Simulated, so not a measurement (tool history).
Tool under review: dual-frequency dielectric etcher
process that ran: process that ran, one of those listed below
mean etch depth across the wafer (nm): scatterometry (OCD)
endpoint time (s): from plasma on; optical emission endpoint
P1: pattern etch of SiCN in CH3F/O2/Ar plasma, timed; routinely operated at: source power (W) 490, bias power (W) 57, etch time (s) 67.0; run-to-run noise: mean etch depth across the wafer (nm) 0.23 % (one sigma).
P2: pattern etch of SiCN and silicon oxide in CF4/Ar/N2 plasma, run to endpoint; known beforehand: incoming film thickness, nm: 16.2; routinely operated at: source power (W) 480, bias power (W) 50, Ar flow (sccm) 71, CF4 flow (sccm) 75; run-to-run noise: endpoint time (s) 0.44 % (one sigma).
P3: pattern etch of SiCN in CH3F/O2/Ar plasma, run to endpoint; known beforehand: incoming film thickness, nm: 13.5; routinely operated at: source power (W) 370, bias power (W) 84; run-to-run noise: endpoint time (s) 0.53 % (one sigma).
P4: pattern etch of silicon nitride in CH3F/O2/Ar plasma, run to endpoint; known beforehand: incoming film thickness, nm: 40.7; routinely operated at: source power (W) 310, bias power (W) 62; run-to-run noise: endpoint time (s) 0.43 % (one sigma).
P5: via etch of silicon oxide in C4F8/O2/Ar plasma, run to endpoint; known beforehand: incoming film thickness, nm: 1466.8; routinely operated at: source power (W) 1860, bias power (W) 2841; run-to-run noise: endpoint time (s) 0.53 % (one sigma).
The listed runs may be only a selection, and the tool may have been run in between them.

run,day,process that ran,source power (W),bias power (W),etch time (s),Ar flow (sccm),CF4 flow (sccm),hours since the last wet clean,hours since the last source power generator calibration,hours since the last bias power generator calibration,mean etch depth across the wafer (nm),endpoint time (s)
1,0.446,P1,490,57,67.0,,,192.8,256.1,1390.9,25.815,
2,0.900,P1,490,71,45.0,,,203.7,267.0,1401.8,18.748,
3,1.238,P2,480,50,,98,75,211.8,275.1,1409.9,,18.931
4,1.804,P1,490,57,44.5,,,225.4,288.7,1423.5,17.057,
5,2.358,P2,480,37,,71,75,238.7,302.0,1436.8,,19.725
6,2.804,P2,480,50,,71,75,249.4,312.7,1447.5,,18.096
7,3.321,P5,1860,2841,,,,261.8,325.1,1459.9,,264.340
8,3.921,P1,350,57,67.0,,,276.2,339.5,1474.3,22.726,
9,4.204,P2,480,50,,71,95,283.0,346.3,1481.1,,17.480
10,4.608,P1,490,35,67.0,,,292.7,356.0,1490.8,22.228,
11,5.083,P5,1110,2841,,,,304.1,367.4,1502.2,,325.700
12,5.362,P1,650,42,67.0,,,310.8,374.1,1508.9,26.072,
13,5.862,P4,310,62,,,,322.8,386.1,1520.9,,67.423
14,6.192,P1,490,57,67.0,,,330.7,394.0,1528.8,25.816,
15,6.654,P1,490,57,67.0,,,341.8,405.1,1539.9,25.774,
16,7.133,P5,1860,2841,,,,353.3,416.6,1551.4,,267.710
17,7.671,P5,1860,4010,,,,366.2,429.5,1564.3,,238.170
18,8.246,P1,490,80,67.0,,,380.0,443.3,1578.1,28.871,
19,8.733,P2,620,50,,71,75,391.7,455.0,1589.8,,14.392
20,9.333,P3,370,84,,,,406.1,469.4,1604.2,,35.067
21,9.717,P1,490,57,97.5,,,415.3,478.6,1613.4,37.561,
22,10.117,P1,490,57,67.0,,,424.9,488.2,1623.0,25.873,
23,10.396,P3,370,50,,,,431.6,494.9,1629.7,,42.408
24,10.888,P1,630,57,67.0,,,443.4,506.7,1641.5,28.501,
25,11.438,P2,480,50,,71,75,456.6,519.9,1654.7,,18.160
26,11.979,P4,200,62,,,,469.6,532.9,1667.7,,79.173
27,12.517,P4,310,49,,,,482.5,545.8,1680.6,,72.376
28,13.067,P3,490,84,,,,495.7,559.0,1693.8,,31.693
29,13.517,P1,490,57,67.0,,,506.5,569.8,1704.6,25.880,
30,14.021,P1,490,57,67.0,,,518.6,581.9,1716.7,25.826,
31,14.608,P1,490,57,67.0,,,532.7,596.0,1730.8,25.923,
32,15.121,P1,490,57,67.0,,,545.0,608.3,1743.1,26.105,
33,15.483,P1,490,57,67.0,,,553.7,617.0,1751.8,26.119,
34,16.096,P1,490,57,67.0,,,568.4,631.7,1766.5,26.163,
# day 16.412: wet clean of the chamber
35,16.721,P1,490,57,67.0,,,7.4,646.7,1781.5,26.198,
36,17.188,P1,490,57,67.0,,,18.6,657.9,1792.7,26.193,
37,17.738,P1,490,57,67.0,,,31.8,671.1,1805.9,26.300,

What P1 gives has crept away from where it was. These 2 causes fit the log equally well, each at the size given:
A: source power that arrives over what is set, % = 3.91
B: bias power that arrives over what is set, % = 4.56
Onset of the creep was near day 14.021.
All other causes, with the reason each is excluded:
chamber walls in a state that raises the etch rate, %: serviced at day 16.412, after the drift had started, without restoring the earlier output

Which of the check runs below tells the causes apart, meaning the causes would give it clearly different results? Each run uses 3 wafers whose results are averaged, and each result is shown as a question mark.
check 1,18.288,P2,480,50,,82,87,,,,,?
check 2,18.288,P5,1130,3799,,,,,,,,?
check 3,18.288,P3,440,84,,,,,,,,?
check 4,18.288,P4,240,62,,,,,,,,?

What each check would give under each cause:
check,result,if A,if B
check 1,endpoint time (s),17.463,17.844
check 2,endpoint time (s),288.370,288.250
check 3,endpoint time (s),32.489,32.427
check 4,endpoint time (s),72.817,72.750
Per check, the gap between the least separated pair of causes, taken in the result that splits them most: check 1 2.16 %; check 2 0.04 %; check 3 0.19 %; check 4 0.09 %
Only in check 1 would the causes give clearly different results; in the remaining checks their results would be nearly the same.

Here is what check 1 returned: endpoint time (s) 17.443. Which cause is it?

The correct cause is A, namely: source power that arrives over what is set, %.
